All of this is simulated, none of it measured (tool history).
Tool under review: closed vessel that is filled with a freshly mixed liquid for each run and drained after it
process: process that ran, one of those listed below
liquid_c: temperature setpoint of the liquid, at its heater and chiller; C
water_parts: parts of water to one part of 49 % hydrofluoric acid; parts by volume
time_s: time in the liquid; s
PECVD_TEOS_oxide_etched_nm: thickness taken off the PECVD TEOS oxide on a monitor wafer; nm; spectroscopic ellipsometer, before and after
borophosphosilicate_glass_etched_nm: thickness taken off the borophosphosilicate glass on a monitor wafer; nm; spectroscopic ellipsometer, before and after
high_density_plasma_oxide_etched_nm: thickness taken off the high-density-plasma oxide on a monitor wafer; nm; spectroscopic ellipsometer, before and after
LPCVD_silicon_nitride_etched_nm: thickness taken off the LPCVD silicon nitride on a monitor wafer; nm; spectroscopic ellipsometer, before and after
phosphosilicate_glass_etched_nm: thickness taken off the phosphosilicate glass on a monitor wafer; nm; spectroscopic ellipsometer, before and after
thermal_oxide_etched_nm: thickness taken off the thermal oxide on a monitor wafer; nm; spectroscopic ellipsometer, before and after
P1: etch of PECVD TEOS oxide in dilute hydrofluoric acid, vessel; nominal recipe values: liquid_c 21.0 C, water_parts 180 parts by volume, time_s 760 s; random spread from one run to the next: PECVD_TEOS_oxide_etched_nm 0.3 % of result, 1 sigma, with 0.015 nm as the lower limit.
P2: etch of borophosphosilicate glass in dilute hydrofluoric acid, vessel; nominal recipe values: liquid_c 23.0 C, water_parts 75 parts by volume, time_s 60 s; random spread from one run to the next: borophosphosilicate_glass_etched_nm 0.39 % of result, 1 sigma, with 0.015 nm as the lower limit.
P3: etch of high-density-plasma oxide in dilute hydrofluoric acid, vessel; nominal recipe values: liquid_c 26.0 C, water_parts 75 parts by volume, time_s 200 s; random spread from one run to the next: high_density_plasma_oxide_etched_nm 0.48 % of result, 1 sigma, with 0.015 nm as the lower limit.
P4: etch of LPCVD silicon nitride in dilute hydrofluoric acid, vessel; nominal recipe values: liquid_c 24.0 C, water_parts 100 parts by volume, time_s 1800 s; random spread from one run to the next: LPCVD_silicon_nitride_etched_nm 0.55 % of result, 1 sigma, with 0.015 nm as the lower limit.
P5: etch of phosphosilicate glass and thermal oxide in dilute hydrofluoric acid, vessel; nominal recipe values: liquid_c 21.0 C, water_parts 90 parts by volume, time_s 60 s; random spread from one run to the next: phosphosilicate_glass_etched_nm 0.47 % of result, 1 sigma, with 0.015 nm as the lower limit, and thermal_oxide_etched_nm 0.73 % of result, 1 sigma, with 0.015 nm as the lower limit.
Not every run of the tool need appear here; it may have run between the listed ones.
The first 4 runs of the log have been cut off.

run	hour	process	liquid_c	water_parts	time_s	PECVD_TEOS_oxide_etched_nm	borophosphosilicate_glass_etched_nm	high_density_plasma_oxide_etched_nm	LPCVD_silicon_nitride_etched_nm	phosphosilicate_glass_etched_nm	thermal_oxide_etched_nm
5	31.2	P1	21.0	180	760	29.617					
6	34.9	P5	27.5	90	60					64.895	3.6602
7	41.6	P1	17.0	75	760	67.455					
8	45.5	P2	23.0	75	60		31.837				
9	51.3	P2	30.0	75	60		42.324				
10	56.7	P1	21.0	180	1120	43.654					
11	64.0	P1	21.0	65	760	93.404					
12	69.1	P1	21.0	180	760	29.577					
13	73.6	P4	24.0	100	1800				8.75720		
14	80.7	P4	30.0	100	1800				12.83600		
15	86.8	P3	26.0	110	200			13.9250			
16	90.5	P1	21.0	180	760	29.559					
17	95.6	P1	21.0	245	760	20.365					
18	103.1	P1	21.0	180	760	29.445					
19	107.0	P1	17.0	180	760	25.169					
20	111.8	P1	21.0	180	410	15.952					
21	118.4	P3	26.0	75	30			3.2267			
22	124.9	P4	24.0	100	1800				8.72720		
23	130.6	P5	21.0	90	60					49.937	2.8367
24	135.1	P4	24.0	100	30				0.15777		
25	138.5	P1	28.0	70	760	113.880					
26	145.5	P3	26.0	75	200			21.5390			
27	152.1	P2	23.0	75	60		31.926				

Run 28 comes next. What will it give?
28	156.7	P1	21.0	180	760	?					

{"run 28": {"PECVD_TEOS_oxide_etched_nm": 29.601}}
